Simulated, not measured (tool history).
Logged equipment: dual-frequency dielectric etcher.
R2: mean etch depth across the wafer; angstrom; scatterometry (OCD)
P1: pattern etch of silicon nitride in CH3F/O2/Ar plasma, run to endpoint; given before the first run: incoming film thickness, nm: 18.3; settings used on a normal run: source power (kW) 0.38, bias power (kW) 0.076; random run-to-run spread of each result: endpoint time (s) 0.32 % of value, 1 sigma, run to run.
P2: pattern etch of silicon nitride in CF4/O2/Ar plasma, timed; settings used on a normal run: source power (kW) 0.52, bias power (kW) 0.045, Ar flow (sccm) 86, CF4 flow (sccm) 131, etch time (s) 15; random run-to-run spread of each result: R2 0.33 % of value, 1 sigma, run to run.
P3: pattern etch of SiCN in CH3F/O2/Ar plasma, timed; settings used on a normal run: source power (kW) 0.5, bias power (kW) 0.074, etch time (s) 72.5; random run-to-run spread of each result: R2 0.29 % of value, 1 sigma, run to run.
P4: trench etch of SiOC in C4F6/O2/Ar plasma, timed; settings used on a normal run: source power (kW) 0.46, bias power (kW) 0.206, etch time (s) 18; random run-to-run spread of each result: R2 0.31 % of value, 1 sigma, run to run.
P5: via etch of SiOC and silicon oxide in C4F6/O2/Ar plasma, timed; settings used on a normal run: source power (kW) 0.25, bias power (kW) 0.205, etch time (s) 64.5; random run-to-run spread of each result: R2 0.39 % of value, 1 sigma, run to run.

Run 1, day 0.217: process that ran P1, source power (kW) 0.38, bias power (kW) 0.076. Result: endpoint time (s) 27.17.
Run 2, day 0.517: process that ran P1, source power (kW) 0.22, bias power (kW) 0.076. Result: endpoint time (s) 33.189.
Run 3, day 0.762: process that ran P3, source power (kW) 0.5, bias power (kW) 0.103, etch time (s) 72.5. Result: R2 351.81 angstrom.
Run 4, day 1.125: process that ran P4, source power (kW) 0.36, bias power (kW) 0.206, etch time (s) 18. Result: R2 380.86 angstrom.
Run 5, day 1.412: process that ran P2, source power (kW) 0.52, bias power (kW) 0.045, etch time (s) 8, Ar flow (sccm) 86, CF4 flow (sccm) 131. Result: R2 162.57 angstrom.
Run 6, day 1.683: process that ran P2, source power (kW) 0.68, bias power (kW) 0.045, etch time (s) 15, Ar flow (sccm) 86, CF4 flow (sccm) 131. Result: R2 388.27 angstrom.
Run 7, day 2.004: process that ran P4, source power (kW) 0.46, bias power (kW) 0.206, etch time (s) 12. Result: R2 281.02 angstrom.
Run 8, day 2.296: process that ran P3, source power (kW) 0.38, bias power (kW) 0.074, etch time (s) 72.5. Result: R2 281.95 angstrom.
Run 9, day 2.562: process that ran P4, source power (kW) 0.46, bias power (kW) 0.165, etch time (s) 18. Result: R2 390.51 angstrom.
Run 10, day 2.9: process that ran P3, source power (kW) 0.5, bias power (kW) 0.074, etch time (s) 72.5. Result: R2 312.61 angstrom.
Run 11, day 3.088: process that ran P1, source power (kW) 0.23, bias power (kW) 0.057. Result: endpoint time (s) 36.064.
Run 12, day 3.454: process that ran P4, source power (kW) 0.46, bias power (kW) 0.206, etch time (s) 18. Result: R2 421.76 angstrom.
Run 13, day 3.775: process that ran P1, source power (kW) 0.38, bias power (kW) 0.076. Result: endpoint time (s) 27.051.
Run 14, day 4.017: process that ran P5, source power (kW) 0.25, bias power (kW) 0.26, etch time (s) 64.5. Result: R2 709.86 angstrom.
Run 15, day 4.229: process that ran P5, source power (kW) 0.32, bias power (kW) 0.205, etch time (s) 64.5. Result: R2 722.27 angstrom.
Run 16, day 4.467: process that ran P2, source power (kW) 0.52, bias power (kW) 0.056, etch time (s) 15, Ar flow (sccm) 86, CF4 flow (sccm) 131. Result: R2 330.27 angstrom.
Run 17, day 4.775: process that ran P5, source power (kW) 0.25, bias power (kW) 0.205, etch time (s) 93.5. Result: R2 950.72 angstrom.
Run 18, day 5.004: process that ran P1, source power (kW) 0.38, bias power (kW) 0.076. Result: endpoint time (s) 27.051.
Run 19, day 5.188: process that ran P2, source power (kW) 0.52, bias power (kW) 0.045, etch time (s) 15, Ar flow (sccm) 86, CF4 flow (sccm) 162. Result: R2 308.24 angstrom.
Run 20, day 5.371: process that ran P5, source power (kW) 0.25, bias power (kW) 0.205, etch time (s) 64.5. Result: R2 657.73 angstrom.
Run 21, day 5.554: process that ran P3, source power (kW) 0.5, bias power (kW) 0.074, etch time (s) 100. Result: R2 430.89 angstrom.
Run 22, day 5.754: process that ran P1, source power (kW) 0.38, bias power (kW) 0.076. Result: endpoint time (s) 26.875.
Run 23, day 6.012: process that ran P1, source power (kW) 0.47, bias power (kW) 0.076. Result: endpoint time (s) 24.957.
Run 24, day 6.196: process that ran P2, source power (kW) 0.52, bias power (kW) 0.045, etch time (s) 15, Ar flow (sccm) 86, CF4 flow (sccm) 131. Result: R2 305.32 angstrom.
Run 25, day 6.4: process that ran P1, source power (kW) 0.38, bias power (kW) 0.059. Result: endpoint time (s) 29.408.
Run 26, day 6.746: process that ran P1, source power (kW) 0.38, bias power (kW) 0.076. Result: endpoint time (s) 27.021.
Run 27, day 7.058: process that ran P2, source power (kW) 0.52, bias power (kW) 0.045, etch time (s) 15, Ar flow (sccm) 110, CF4 flow (sccm) 131. Result: R2 298.33 angstrom.
Run 28, day 7.371: process that ran P4, source power (kW) 0.46, bias power (kW) 0.206, etch time (s) 18. Result: R2 416.66 angstrom.
Run 29, day 7.583: process that ran P1, source power (kW) 0.38, bias power (kW) 0.103. Result: endpoint time (s) 24.125.
Run 30, day 7.846: process that ran P1, source power (kW) 0.38, bias power (kW) 0.076. Result: endpoint time (s) 27.134.
Run 31, day 8.208: process that ran P1, source power (kW) 0.38, bias power (kW) 0.076. Result: endpoint time (s) 26.998.
Run 32, day 8.462: process that ran P1, source power (kW) 0.38, bias power (kW) 0.076. Result: endpoint time (s) 27.225.
Run 33, day 8.725: process that ran P1, source power (kW) 0.38, bias power (kW) 0.076. Result: endpoint time (s) 27.341.
Run 34, day 8.921: process that ran P1, source power (kW) 0.38, bias power (kW) 0.076. Result: endpoint time (s) 27.408.
Run 35, day 9.217: process that ran P1, source power (kW) 0.38, bias power (kW) 0.076. Result: endpoint time (s) 27.343.
Run 36, day 9.508: process that ran P1, source power (kW) 0.38, bias power (kW) 0.076. Result: endpoint time (s) 27.364.
Run 37, day 9.696: process that ran P1, source power (kW) 0.38, bias power (kW) 0.076. Result: endpoint time (s) 27.427.

Run 38 has not been measured yet. What should we expect?
At day 9.75: wet clean of the chamber.
Run 38, day 10.058: process that ran P1, source power (kW) 0.38, bias power (kW) 0.076. Result: endpoint time (s) ?.

Logged for run 38: endpoint time (s) 27.559.
